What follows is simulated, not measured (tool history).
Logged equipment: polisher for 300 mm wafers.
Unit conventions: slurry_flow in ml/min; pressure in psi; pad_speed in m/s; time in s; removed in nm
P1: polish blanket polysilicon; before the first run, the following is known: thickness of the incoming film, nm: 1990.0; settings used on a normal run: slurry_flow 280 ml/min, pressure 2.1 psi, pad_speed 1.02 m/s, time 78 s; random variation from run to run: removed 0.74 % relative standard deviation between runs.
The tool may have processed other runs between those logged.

{"run": 1, "hour": 7.2, "slurry_flow": 280, "pressure": 2.1, "pad_speed": 1.02, "time": 78, "removed": 558.9}
{"run": 2, "hour": 17.0, "slurry_flow": 280, "pressure": 2.1, "pad_speed": 1.02, "time": 78, "removed": 556.92}
{"run": 3, "hour": 22.8, "slurry_flow": 280, "pressure": 2.1, "pad_speed": 1.02, "time": 78, "removed": 553.47}
{"run": 4, "hour": 31.6, "slurry_flow": 280, "pressure": 2.1, "pad_speed": 1.02, "time": 121, "removed": 860.74}
{"run": 5, "hour": 40.1, "slurry_flow": 170, "pressure": 2.1, "pad_speed": 1.02, "time": 78, "removed": 523.73}
{"run": 6, "hour": 49.2, "slurry_flow": 280, "pressure": 2.1, "pad_speed": 1.02, "time": 78, "removed": 556.92}
{"run": 7, "hour": 57.4, "slurry_flow": 170, "pressure": 2.9, "pad_speed": 1.02, "time": 78, "removed": 725.96}
{"run": 8, "hour": 62.2, "slurry_flow": 280, "pressure": 2.1, "pad_speed": 1.02, "time": 78, "removed": 550.63}
{"run": 9, "hour": 67.1, "slurry_flow": 280, "pressure": 1.6, "pad_speed": 1.02, "time": 102, "removed": 554.8}
{"run": 10, "hour": 74.9, "slurry_flow": 280, "pressure": 2.1, "pad_speed": 1.02, "time": 49, "removed": 345.41}
{"run": 11, "hour": 85.0, "slurry_flow": 280, "pressure": 2.1, "pad_speed": 1.56, "time": 78, "removed": 846.6}
{"run": 12, "hour": 89.5, "slurry_flow": 280, "pressure": 2.6, "pad_speed": 1.02, "time": 78, "removed": 696.0}
{"hour": 92.3, "done": "slurry nozzle cleaned"}
{"run": 13, "hour": 95.4, "slurry_flow": 280, "pressure": 2.1, "pad_speed": 1.02, "time": 78, "removed": 554.56}
{"run": 14, "hour": 105.7, "slurry_flow": 370, "pressure": 2.1, "pad_speed": 1.02, "time": 78, "removed": 572.21}
{"run": 15, "hour": 112.6, "slurry_flow": 280, "pressure": 2.1, "pad_speed": 0.46, "time": 78, "removed": 249.98}
{"run": 16, "hour": 122.8, "slurry_flow": 280, "pressure": 1.3, "pad_speed": 1.02, "time": 78, "removed": 342.98}

Run 17, settings as shown, results not yet in. Your forecast:
{"run": 17, "hour": 128.3, "slurry_flow": 280, "pressure": 2.1, "pad_speed": 1.02, "time": 78, "removed": "?"}

For run 17 the tool returned removed 550.23 nm.
